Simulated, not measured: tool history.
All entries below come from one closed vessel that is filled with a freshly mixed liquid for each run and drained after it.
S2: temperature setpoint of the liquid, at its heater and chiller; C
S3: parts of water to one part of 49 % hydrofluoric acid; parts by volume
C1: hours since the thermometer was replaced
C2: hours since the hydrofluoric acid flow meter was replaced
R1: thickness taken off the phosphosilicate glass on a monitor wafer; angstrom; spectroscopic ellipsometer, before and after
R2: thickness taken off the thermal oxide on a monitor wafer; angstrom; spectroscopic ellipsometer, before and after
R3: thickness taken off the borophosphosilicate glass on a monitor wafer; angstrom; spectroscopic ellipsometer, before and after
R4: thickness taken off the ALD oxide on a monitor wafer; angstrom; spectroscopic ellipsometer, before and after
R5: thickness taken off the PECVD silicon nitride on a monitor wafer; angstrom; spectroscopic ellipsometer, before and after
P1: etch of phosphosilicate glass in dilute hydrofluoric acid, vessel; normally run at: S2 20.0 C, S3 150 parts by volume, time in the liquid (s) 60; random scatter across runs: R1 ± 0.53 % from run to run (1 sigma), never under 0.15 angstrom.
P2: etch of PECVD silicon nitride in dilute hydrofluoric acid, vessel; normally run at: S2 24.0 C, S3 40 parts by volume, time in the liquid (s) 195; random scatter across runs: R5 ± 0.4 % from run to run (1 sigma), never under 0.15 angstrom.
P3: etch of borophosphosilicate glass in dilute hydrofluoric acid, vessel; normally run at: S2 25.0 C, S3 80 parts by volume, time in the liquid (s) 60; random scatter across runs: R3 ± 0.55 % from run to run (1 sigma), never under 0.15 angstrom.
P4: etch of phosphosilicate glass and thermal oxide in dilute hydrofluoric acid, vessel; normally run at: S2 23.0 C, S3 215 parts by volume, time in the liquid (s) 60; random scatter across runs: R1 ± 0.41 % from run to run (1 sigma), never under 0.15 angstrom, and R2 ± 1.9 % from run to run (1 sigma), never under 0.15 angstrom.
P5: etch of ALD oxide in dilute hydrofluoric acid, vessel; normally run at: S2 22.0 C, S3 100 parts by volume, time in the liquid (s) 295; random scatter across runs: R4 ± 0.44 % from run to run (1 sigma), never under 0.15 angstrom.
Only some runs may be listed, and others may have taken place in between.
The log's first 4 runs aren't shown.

{"run": 5, "day": 2.004, "process that ran": "P1", "S2": 20.0, "S3": 150, "time in the liquid (s)": 115, "C1": 1381.7, "C2": 1477.6, "R1": 865.82}
{"run": 6, "day": 2.517, "process that ran": "P1", "S2": 20.0, "S3": 150, "time in the liquid (s)": 30, "C1": 1394.0, "C2": 1489.9, "R1": 224.74}
{"run": 7, "day": 2.821, "process that ran": "P1", "S2": 24.0, "S3": 150, "time in the liquid (s)": 60, "C1": 1401.3, "C2": 1497.2, "R1": 523.67}
{"run": 8, "day": 3.308, "process that ran": "P4", "S2": 28.0, "S3": 215, "time in the liquid (s)": 60, "C1": 1413.0, "C2": 1508.9, "R1": 338.16, "R2": 13.998}
{"run": 9, "day": 3.7, "process that ran": "P2", "S2": 24.0, "S3": 70, "time in the liquid (s)": 195, "C1": 1422.4, "C2": 1518.3, "R5": 118.19}
{"run": 10, "day": 4.062, "process that ran": "P1", "S2": 20.0, "S3": 150, "time in the liquid (s)": 60, "C1": 1431.1, "C2": 1527.0, "R1": 452.48}
{"run": 11, "day": 4.329, "process that ran": "P2", "S2": 24.0, "S3": 40, "time in the liquid (s)": 340, "C1": 1437.5, "C2": 1533.4, "R5": 355.53}
{"run": 12, "day": 4.871, "process that ran": "P4", "S2": 23.0, "S3": 60, "time in the liquid (s)": 60, "C1": 1450.5, "C2": 1546.4, "R1": 1202.3, "R2": 46.57}
{"run": 13, "day": 5.179, "process that ran": "P3", "S2": 25.0, "S3": 80, "time in the liquid (s)": 110, "C1": 1457.9, "C2": 1553.8, "R3": 445.7}
{"run": 14, "day": 5.467, "process that ran": "P2", "S2": 29.5, "S3": 40, "time in the liquid (s)": 195, "C1": 1464.8, "C2": 1560.7, "R5": 294.56}
{"run": 15, "day": 5.792, "process that ran": "P4", "S2": 23.0, "S3": 215, "time in the liquid (s)": 30, "C1": 1472.6, "C2": 1568.5, "R1": 141.47, "R2": 5.2866}
{"run": 16, "day": 6.362, "process that ran": "P3", "S2": 25.0, "S3": 20, "time in the liquid (s)": 60, "C1": 1486.3, "C2": 1582.2, "R3": 1065.8}
{"run": 17, "day": 6.783, "process that ran": "P2", "S2": 24.0, "S3": 40, "time in the liquid (s)": 195, "C1": 1496.4, "C2": 1592.3, "R5": 204.92}
{"run": 18, "day": 7.058, "process that ran": "P1", "S2": 20.0, "S3": 150, "time in the liquid (s)": 60, "C1": 1503.0, "C2": 1598.9, "R1": 452.04}
{"run": 19, "day": 7.583, "process that ran": "P3", "S2": 25.0, "S3": 80, "time in the liquid (s)": 60, "C1": 1515.6, "C2": 1611.5, "R3": 241.68}
{"run": 20, "day": 7.992, "process that ran": "P1", "S2": 20.0, "S3": 150, "time in the liquid (s)": 60, "C1": 1525.4, "C2": 1621.3, "R1": 450.38}
{"run": 21, "day": 8.475, "process that ran": "P5", "S2": 22.0, "S3": 100, "time in the liquid (s)": 55, "C1": 1537.0, "C2": 1632.9, "R4": 111.9}

Estimate the outcome of run 22 from the log above:
{"run": 22, "day": 8.829, "process that ran": "P1", "S2": 17.0, "S3": 150, "time in the liquid (s)": 30, "C1": 1545.5, "C2": 1641.4, "R1": "?"}

Run 22 yielded R1 198.44 angstrom.
